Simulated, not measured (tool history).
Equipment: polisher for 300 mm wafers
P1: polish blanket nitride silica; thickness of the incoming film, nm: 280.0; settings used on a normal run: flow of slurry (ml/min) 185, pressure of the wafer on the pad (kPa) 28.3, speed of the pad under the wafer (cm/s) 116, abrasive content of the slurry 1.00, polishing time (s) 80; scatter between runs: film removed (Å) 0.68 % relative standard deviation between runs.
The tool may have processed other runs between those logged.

run	hour	flow of slurry (ml/min)	pressure of the wafer on the pad (kPa)	speed of the pad under the wafer (cm/s)	abrasive content of the slurry	polishing time (s)	wafers polished on this pad	hours since the slurry nozzle was cleaned	hours since the head pressure was calibrated	hours since the slurry blender was calibrated	hours since the conditioning disc was replaced	film removed (Å)
1	14.6	185	28.3	116	1.00	80	366	141.3	150.7	68.0	55.8	609.14
2	25.3	110	28.3	116	1.00	80	485	152.0	161.4	78.7	66.5	550.33
3	32.6	185	28.3	116	1.00	80	567	159.3	168.7	86.0	73.8	610.27
4	42.7	185	28.3	116	1.00	58	680	169.4	178.8	96.1	83.9	439.82
5	53.5	265	28.3	116	1.00	80	801	180.2	189.6	106.9	94.7	626.25
6	67.1	185	28.3	182	1.00	80	953	193.8	203.2	120.5	108.3	879.79
7	79.0	185	19.3	116	1.00	80	1086	205.7	215.1	132.4	120.2	414.45
8	88.4	185	28.3	116	1.00	80	1191	215.1	224.5	141.8	129.6	605.85
9	101.6	185	28.3	64	1.00	80	1339	228.3	237.7	155.0	142.8	379.96
10	111.0	185	21.4	116	0.75	80	1444	237.7	247.1	164.4	152.2	393.96
11	125.2	185	28.3	116	1.00	126	1603	251.9	261.3	178.6	166.4	943.60

Run 12 has not been measured yet. What should we expect?
12	131.8	185	28.3	116	1.00	80	1677	258.5	267.9	185.2	173.0	?

film removed (Å): 605.03
